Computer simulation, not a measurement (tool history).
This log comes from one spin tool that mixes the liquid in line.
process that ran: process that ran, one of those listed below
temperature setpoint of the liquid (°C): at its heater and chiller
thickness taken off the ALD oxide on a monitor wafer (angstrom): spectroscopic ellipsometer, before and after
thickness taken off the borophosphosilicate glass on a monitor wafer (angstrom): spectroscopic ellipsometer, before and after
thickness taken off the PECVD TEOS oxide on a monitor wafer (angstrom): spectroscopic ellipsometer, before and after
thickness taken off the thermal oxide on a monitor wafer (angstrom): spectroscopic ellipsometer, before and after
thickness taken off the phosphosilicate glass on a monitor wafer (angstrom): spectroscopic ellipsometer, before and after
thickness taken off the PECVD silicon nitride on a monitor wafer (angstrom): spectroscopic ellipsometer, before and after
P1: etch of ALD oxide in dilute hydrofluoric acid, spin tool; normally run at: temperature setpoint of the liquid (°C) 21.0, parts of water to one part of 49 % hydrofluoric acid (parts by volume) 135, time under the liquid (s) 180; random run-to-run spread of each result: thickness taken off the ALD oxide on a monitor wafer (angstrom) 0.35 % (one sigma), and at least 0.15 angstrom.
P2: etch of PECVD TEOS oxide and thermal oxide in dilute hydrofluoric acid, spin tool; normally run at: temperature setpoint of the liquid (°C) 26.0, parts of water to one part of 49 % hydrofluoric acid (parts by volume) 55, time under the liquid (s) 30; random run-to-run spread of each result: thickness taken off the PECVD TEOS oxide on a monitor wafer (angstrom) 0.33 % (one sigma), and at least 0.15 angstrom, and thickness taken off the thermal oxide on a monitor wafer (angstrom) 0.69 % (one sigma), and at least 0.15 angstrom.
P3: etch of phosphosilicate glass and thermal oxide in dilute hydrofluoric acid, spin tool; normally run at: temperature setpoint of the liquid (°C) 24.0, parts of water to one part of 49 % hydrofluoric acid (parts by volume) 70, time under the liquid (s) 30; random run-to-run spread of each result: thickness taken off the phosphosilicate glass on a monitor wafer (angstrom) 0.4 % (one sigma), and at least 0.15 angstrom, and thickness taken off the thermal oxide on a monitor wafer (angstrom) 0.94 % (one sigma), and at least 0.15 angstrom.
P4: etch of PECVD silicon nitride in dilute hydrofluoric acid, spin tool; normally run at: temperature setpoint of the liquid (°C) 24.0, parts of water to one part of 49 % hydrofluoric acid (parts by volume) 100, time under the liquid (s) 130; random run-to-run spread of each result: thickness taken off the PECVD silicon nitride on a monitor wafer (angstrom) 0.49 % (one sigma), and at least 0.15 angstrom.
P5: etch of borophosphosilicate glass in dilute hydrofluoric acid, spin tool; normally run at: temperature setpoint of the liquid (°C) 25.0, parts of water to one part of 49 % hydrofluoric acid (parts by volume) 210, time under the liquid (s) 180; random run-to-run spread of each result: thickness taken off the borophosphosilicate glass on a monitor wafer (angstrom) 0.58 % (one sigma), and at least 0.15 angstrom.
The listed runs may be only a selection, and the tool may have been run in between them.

run	hour	process that ran	temperature setpoint of the liquid (°C)	parts of water to one part of 49 % hydrofluoric acid (parts by volume)	time under the liquid (s)	thickness taken off the ALD oxide on a monitor wafer (angstrom)	thickness taken off the borophosphosilicate glass on a monitor wafer (angstrom)	thickness taken off the PECVD TEOS oxide on a monitor wafer (angstrom)	thickness taken off the thermal oxide on a monitor wafer (angstrom)	thickness taken off the phosphosilicate glass on a monitor wafer (angstrom)	thickness taken off the PECVD silicon nitride on a monitor wafer (angstrom)
1	4.7	P1	21.0	135	180	203.800					
2	7.7	P5	30.0	210	180		571.670				
3	10.6	P2	33.5	55	30			144.000	38.269		
4	13.3	P1	17.0	135	180	174.600					
5	16.7	P5	25.0	210	180		479.980				
6	20.8	P1	21.0	135	180	203.760					
7	24.2	P1	21.0	135	180	204.580					
8	28.4	P5	25.0	210	180		484.930				
9	32.9	P1	28.0	135	180	268.060					
10	35.7	P3	24.0	70	30				22.932	404.72	
11	39.8	P1	21.0	80	180	367.160					
12	42.9	P3	24.0	70	55				41.201	742.66	
13	46.4	P1	21.0	200	345	247.190					
14	48.7	P3	24.0	70	30				22.639	404.02	
15	51.9	P5	25.0	315	180		291.330				
16	56.3	P2	26.0	55	30			107.870	29.288		
17	58.5	P1	21.0	215	180	118.360					
18	62.6	P4	30.0	100	130						80.647
19	65.5	P2	26.0	55	15			53.659	14.216		
20	69.9	P3	17.0	70	30				17.374	300.24	
21	72.0	P1	21.0	135	75	84.882					
22	75.2	P1	21.0	135	180	206.240					
23	77.5	P5	25.0	210	15		40.401				
24	80.4	P2	26.0	55	30			107.630	28.834		
25	83.4	P4	24.0	100	130						55.264
26	86.9	P1	21.0	135	340	387.810					
27	90.1	P4	24.0	45	130						120.440
28	93.5	P1	21.0	135	180	203.950					
29	95.9	P1	21.0	135	180	205.330					
30	99.8	P3	24.0	125	30				12.138	213.12	
31	103.6	P2	26.0	20	30			308.500	82.744		
32	106.8	P1	21.0	135	180	205.620					
33	110.6	P4	24.0	100	215						90.821
34	113.1	P1	21.0	135	180	205.130					
35	117.6	P1	21.0	135	180	199.670					
36	121.5	P1	21.0	135	180	197.780					
37	125.3	P1	21.0	135	180	194.790					
38	129.3	P1	21.0	135	180	194.540					
39	132.2	P1	21.0	135	180	193.860					
40	135.9	P1	21.0	135	180	192.420					
41	140.1	P1	21.0	135	180	193.560					
42	144.1	P1	21.0	135	180	194.490					

What P1 gives has crept off from where it sat before. The 2 causes that follow fit the log equally well, each at the size noted:
A: liquid colder than its thermometer reads (K) = 1.44
B: hydrofluoric acid flow below the setpoint (%) = 4.87
The gradual shift began around hour 113.1.

Question marks stand in for the results of the 4 check runs listed below, each run on one wafer. Under which run would the listed causes show clearly different results?
check 1	148.1	P2	26.0	55	30			?	?		
check 2	148.1	P5	25.0	210	180		?				
check 3	148.1	P4	24.0	100	130						?
check 4	148.1	P3	24.0	70	30				?	?	

How each check would come out, cause by cause:
check	result	if A	if B
check 1	thickness taken off the PECVD TEOS oxide on a monitor wafer (angstrom)	101.320	101.780
check 1	thickness taken off the thermal oxide on a monitor wafer (angstrom)	27.063	27.186
check 2	thickness taken off the borophosphosilicate glass on a monitor wafer (angstrom)	458.720	454.680
check 3	thickness taken off the PECVD silicon nitride on a monitor wafer (angstrom)	50.041	52.405
check 4	thickness taken off the thermal oxide on a monitor wafer (angstrom)	21.532	21.623
check 4	thickness taken off the phosphosilicate glass on a monitor wafer (angstrom)	381.61	383.22
Minimum pairwise separation of causes per check, each pair taken at its best-separating result: check 1 0.45 %; check 2 0.88 %; check 3 4.62 %; check 4 0.42 %
Check 3 tells the causes apart: in the others they would give nearly the same result.

Check 3 was then run and gave: thickness taken off the PECVD silicon nitride on a monitor wafer (angstrom) 49.566. Which cause is it?

Of the candidate causes, it is A: liquid colder than its thermometer reads (K).

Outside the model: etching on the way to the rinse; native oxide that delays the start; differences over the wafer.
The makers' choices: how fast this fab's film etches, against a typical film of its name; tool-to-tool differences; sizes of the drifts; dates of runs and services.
